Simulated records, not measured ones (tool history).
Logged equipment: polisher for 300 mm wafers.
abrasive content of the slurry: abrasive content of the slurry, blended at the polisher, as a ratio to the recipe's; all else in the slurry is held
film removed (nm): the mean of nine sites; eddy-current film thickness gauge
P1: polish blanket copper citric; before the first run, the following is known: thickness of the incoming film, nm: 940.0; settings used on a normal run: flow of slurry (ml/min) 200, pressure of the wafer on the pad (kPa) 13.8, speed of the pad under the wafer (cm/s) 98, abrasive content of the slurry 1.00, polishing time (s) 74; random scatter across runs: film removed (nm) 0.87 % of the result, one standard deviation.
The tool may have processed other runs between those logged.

run,hour,flow of slurry (ml/min),pressure of the wafer on the pad (kPa),speed of the pad under the wafer (cm/s),abrasive content of the slurry,polishing time (s),film removed (nm)
1,14.9,200,13.8,98,1.00,74,112.020
# hour 23.4: worn pad replaced by a new one
2,25.8,200,10.3,138,1.00,74,116.850
3,36.4,200,13.8,98,1.00,74,110.630
4,50.8,275,13.8,98,1.00,74,117.010
5,60.0,200,13.8,130,1.00,74,150.990
6,70.6,200,13.8,98,0.75,74,104.950
7,84.9,200,9.7,98,1.00,74,80.489
8,94.0,200,13.8,56,1.00,74,66.411
9,103.6,200,13.8,98,1.00,93,140.690
10,117.3,200,13.8,98,1.00,74,111.130
11,128.4,200,13.8,98,1.00,74,113.650
12,136.7,200,19.3,98,1.00,74,156.700
13,148.4,200,13.8,98,1.00,50,76.233
14,158.4,200,13.8,98,1.35,74,120.650
# hour 160.6: slurry nozzle cleaned
15,167.7,120,13.8,98,1.00,74,102.830
16,175.1,200,13.8,136,1.45,74,167.070
17,188.3,200,13.8,98,1.00,74,112.450
18,203.7,200,13.8,98,1.00,74,109.120
19,218.1,200,13.8,98,1.00,74,108.020
# hour 229.9: head pressure recalibrated
20,235.1,200,13.8,98,1.00,74,106.700
21,248.5,200,13.8,98,1.00,74,107.600
22,256.3,200,13.8,98,1.00,74,105.930
# hour 257.5: worn pad replaced by a new one
23,264.7,200,13.8,98,1.00,74,104.940
24,281.1,200,13.8,98,1.00,74,103.450
25,291.5,200,13.8,98,1.00,74,104.740

Compared with where it was, what P1 gives has crept away. Each cause listed below fits the log as well as the rest, at the size given for it:
A: abrasive missing from the slurry, % = 30.2
B: slurry flow missing at the pad, % = 36.8
The drift started at roughly hour 188.3.
Excluded causes, each with its reason:
removal rate lost through wear of the pad, %: maintenance at hour 257.5, after the shift began, did not return the process to its former output
head's pressure below its setpoint, %: maintenance at hour 229.9, after the shift began, did not return the process to its former output

4 check runs are offered, each on 5 wafers whose results are averaged, their results left as question marks. Which one tells the causes apart?
check 1,301.9,140,13.8,98,1.00,74,?
check 2,301.9,200,13.8,124,1.00,74,?
check 3,301.9,200,13.8,78,1.00,74,?
check 4,301.9,200,13.8,98,1.25,74,?

Expected result of each check under each candidate cause:
check,result,if A,if B
check 1,film removed (nm),98.657,95.855
check 2,film removed (nm),130.980,130.980
check 3,film removed (nm),83.795,83.797
check 4,film removed (nm),109.260,109.490
Distance between the nearest two causes, measured in the result of the check that separates them most: check 1 2.88 %; check 2 0 %; check 3 0 %; check 4 0.21 %
Check 1 is the one run that separates the causes; every other check would come out nearly the same whichever cause is at work.

Running check 1 produced the following: film removed (nm) 95.330. Which one of the listed causes fits?

It was cause B: slurry flow missing at the pad, %.
